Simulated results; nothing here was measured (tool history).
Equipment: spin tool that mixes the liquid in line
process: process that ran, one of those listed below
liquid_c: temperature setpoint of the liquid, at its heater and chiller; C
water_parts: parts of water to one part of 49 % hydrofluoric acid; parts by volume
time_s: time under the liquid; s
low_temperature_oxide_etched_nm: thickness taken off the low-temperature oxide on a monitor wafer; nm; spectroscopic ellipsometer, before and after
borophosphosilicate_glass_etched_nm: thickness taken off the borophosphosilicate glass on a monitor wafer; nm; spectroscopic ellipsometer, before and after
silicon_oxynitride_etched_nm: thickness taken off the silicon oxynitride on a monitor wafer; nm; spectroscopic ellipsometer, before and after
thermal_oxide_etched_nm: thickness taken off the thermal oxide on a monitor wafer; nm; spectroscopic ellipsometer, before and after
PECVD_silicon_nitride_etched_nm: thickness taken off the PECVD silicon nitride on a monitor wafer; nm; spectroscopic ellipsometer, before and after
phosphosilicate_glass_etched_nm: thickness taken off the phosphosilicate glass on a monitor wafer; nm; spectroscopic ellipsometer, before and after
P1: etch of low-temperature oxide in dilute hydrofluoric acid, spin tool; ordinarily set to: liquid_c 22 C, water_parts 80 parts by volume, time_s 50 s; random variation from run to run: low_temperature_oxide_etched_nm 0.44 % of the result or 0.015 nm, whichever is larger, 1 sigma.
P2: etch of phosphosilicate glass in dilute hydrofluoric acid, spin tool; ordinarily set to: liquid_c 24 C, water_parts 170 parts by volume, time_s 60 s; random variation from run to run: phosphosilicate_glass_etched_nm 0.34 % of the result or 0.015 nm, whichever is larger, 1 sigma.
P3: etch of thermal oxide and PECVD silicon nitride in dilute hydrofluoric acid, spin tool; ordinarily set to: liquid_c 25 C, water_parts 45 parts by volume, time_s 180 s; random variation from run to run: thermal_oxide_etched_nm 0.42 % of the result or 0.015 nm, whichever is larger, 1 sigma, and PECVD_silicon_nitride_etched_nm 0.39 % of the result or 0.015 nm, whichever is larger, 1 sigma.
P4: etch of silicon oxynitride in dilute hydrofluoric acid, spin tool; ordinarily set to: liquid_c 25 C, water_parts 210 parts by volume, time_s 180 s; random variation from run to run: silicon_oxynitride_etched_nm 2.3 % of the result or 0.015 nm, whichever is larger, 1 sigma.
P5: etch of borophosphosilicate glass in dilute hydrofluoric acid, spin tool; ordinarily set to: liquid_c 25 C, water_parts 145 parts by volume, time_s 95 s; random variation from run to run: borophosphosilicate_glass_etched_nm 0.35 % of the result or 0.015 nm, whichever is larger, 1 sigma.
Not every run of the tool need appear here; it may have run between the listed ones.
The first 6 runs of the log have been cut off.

run	hour	process	liquid_c	water_parts	time_s	low_temperature_oxide_etched_nm	borophosphosilicate_glass_etched_nm	silicon_oxynitride_etched_nm	thermal_oxide_etched_nm	PECVD_silicon_nitride_etched_nm	phosphosilicate_glass_etched_nm
7	56.5	P3	25	20	180				48.07	20.043	
8	66.8	P2	18.5	170	60						40.755
9	74.5	P1	18.5	80	75	17.163					
10	83.1	P1	17.5	80	75	16.381					
11	88.4	P2	24	170	85						71.27
12	98.7	P3	25	45	180				20.55	9.2093	
13	105	P3	25	45	330				37.96	16.962	
14	113.4	P1	26	80	50	15.449					
15	119.1	P1	22	20	50	56.892					
16	128.3	P4	25	210	180			1.2095			
17	135.9	P1	22	115	50	8.798					
18	142.6	P1	22	80	15	3.9521					
19	147.8	P1	22	80	50	13.27					
20	153.2	P3	31.5	45	180				26.759	14.13	
21	159.4	P2	24	170	60						50.522

What will run 22 give?
22	164.7	P2	24	240	60						?

phosphosilicate_glass_etched_nm: 32.971 nm
